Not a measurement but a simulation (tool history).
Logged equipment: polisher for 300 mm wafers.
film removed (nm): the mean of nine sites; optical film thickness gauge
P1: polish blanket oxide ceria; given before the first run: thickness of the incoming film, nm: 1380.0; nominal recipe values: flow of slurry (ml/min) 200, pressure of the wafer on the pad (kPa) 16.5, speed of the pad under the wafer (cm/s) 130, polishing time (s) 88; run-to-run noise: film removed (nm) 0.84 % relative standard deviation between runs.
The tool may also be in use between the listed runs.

run   hour  flow of slurry (ml/min)  pressure of the wafer on the pad (kPa)  speed of the pad under the wafer (cm/s)  polishing time (s)  wafers polished on this pad  hours since the slurry nozzle was cleaned  hours since the head pressure was calibrated  film removed (nm)
  1   10.4                      200                                    16.5                                      130                  88                          471                                      193.4                                         481.2             464.59
  2   16.9                      200                                    16.5                                      204                  88                          546                                      199.9                                         487.7             734.28
  3   27.7                      200                                     7.6                                      130                  88                          669                                      210.7                                         498.5             210.83
  4   34.9                      200                                    16.5                                       66                  88                          751                                      217.9                                         505.7             237.30
  5   45.8                      145                                    16.5                                      186                  88                          876                                      228.8                                         516.6             635.59
  6   57.9                      120                                    16.5                                      130                  88                         1014                                      240.9                                         528.7             421.92
  7   65.7                      200                                    25.5                                      130                  88                         1104                                      248.7                                         536.5             714.05
  8   73.2                      200                                    16.5                                      130                  88                         1189                                      256.2                                         544.0             459.51
  9   82.8                      200                                    16.5                                      130                  88                         1299                                      265.8                                         553.6             455.17
 10   95.1                      200                                     9.7                                      196                  88                         1440                                      278.1                                         565.9             411.15
 11  106.3                      200                                    16.5                                      130                  88                         1568                                      289.3                                         577.1             463.81
 12  113.4                      200                                    16.5                                      130                  88                         1649                                      296.4                                         584.2             465.72
 13  120.6                      255                                    16.5                                      130                  88                         1731                                      303.6                                         591.4             469.31
 14  128.2                      200                                    16.5                                      130                  55                         1818                                      311.2                                         599.0             292.90
 15  139.4                      200                                    16.5                                      130                 139                         1946                                      322.4                                         610.2             732.53
 16  147.9                      200                                    16.5                                      202                 129                         2044                                      330.9                                         618.7            1055.10
 17  155.4                      200                                    16.5                                      130                  88                         2129                                      338.4                                         626.2             460.77
 18  167.7                      200                                    16.5                                      130                  88                         2270                                      350.7                                         638.5             453.68
 19  179.4                      200                                    16.5                                      130                  88                         2404                                      362.4                                         650.2             451.02
 20  185.2                      200                                    16.5                                      130                  88                         2470                                      368.2                                         656.0             445.06
 21  194.2                      200                                    16.5                                      130                  88                         2573                                      377.2                                         665.0             446.66
 22  201.3                      200                                    16.5                                      130                  88                         2654                                      384.3                                         672.1             441.12
     203.6  -- head pressure recalibrated
 23  212.8                      200                                    16.5                                      130                  88                         2786                                      395.8                                           9.3             444.87

Forecast run 24:
 24  218.9                      200                                    16.5                                      130                  88                         2855                                      401.9                                          15.4                  ?

Run 24 came out at film removed (nm) 434.90.

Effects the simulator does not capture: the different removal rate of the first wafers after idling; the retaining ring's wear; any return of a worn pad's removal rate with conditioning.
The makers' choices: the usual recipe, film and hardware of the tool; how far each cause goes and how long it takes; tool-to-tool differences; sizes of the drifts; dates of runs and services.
